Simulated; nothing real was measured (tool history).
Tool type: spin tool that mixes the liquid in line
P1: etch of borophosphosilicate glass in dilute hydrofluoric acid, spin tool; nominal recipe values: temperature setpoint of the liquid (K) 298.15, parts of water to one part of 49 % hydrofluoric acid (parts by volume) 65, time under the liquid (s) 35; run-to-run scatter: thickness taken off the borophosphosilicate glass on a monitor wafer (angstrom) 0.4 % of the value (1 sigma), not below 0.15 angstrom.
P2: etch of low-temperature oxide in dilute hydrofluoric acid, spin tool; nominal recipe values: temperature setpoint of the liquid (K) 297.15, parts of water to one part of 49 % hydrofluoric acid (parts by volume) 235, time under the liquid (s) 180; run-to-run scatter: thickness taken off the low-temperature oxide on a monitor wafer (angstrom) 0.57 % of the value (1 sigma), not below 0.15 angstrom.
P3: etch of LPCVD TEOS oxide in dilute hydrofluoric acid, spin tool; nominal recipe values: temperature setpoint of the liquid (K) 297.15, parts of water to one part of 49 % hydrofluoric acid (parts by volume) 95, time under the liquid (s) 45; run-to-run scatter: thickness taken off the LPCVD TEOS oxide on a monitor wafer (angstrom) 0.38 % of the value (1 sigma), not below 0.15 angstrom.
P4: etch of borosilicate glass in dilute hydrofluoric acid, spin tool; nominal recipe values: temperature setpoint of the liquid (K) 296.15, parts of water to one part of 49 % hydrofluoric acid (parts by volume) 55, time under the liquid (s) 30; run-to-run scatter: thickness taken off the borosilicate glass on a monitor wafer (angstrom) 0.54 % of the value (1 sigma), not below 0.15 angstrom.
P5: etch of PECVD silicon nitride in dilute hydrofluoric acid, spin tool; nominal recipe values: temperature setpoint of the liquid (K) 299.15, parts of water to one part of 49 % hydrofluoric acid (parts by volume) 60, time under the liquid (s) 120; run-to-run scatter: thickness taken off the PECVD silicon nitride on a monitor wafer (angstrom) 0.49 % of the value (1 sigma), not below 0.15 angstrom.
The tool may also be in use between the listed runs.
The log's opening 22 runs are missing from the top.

run   hour  process that ran  temperature setpoint of the liquid (K)  parts of water to one part of 49 % hydrofluoric acid (parts by volume)  time under the liquid (s)  thickness taken off the borophosphosilicate glass on a monitor wafer (angstrom)  thickness taken off the low-temperature oxide on a monitor wafer (angstrom)  thickness taken off the borosilicate glass on a monitor wafer (angstrom)  thickness taken off the PECVD silicon nitride on a monitor wafer (angstrom)  thickness taken off the LPCVD TEOS oxide on a monitor wafer (angstrom)
 23  165.3                P1                                  298.15                                                                      40                         35                                                                           604.42
 24  170.9                P5                                  303.15                                                                      60                        120                                                                                                                                                                                                                                                                                                               103.15
 25  175.1                P3                                  292.15                                                                      95                         45                                                                                                                                                                                                                                                                                                                                                                                       219.15
 26  182.4                P2                                  297.15                                                                      55                        180                                                                                                                                                        1238.8
 27  190.9                P3                                  297.15                                                                      95                         45                                                                                                                                                                                                                                                                                                                                                                                       267.56
 28  199.2                P2                                  297.15                                                                     235                        320                                                                                                                                                        414.56
 29  204.3                P4                                  296.15                                                                      55                         30                                                                                                                                                                                                                                  135.81
 30  209.4                P3                                  297.15                                                                     160                         45                                                                                                                                                                                                                                                                                                                                                                                       147.51

Expected results for the next run?
 31  215.5                P1                                  298.15                                                                      65                         35                                                                                ?

thickness taken off the borophosphosilicate glass on a monitor wafer (angstrom): 356.39

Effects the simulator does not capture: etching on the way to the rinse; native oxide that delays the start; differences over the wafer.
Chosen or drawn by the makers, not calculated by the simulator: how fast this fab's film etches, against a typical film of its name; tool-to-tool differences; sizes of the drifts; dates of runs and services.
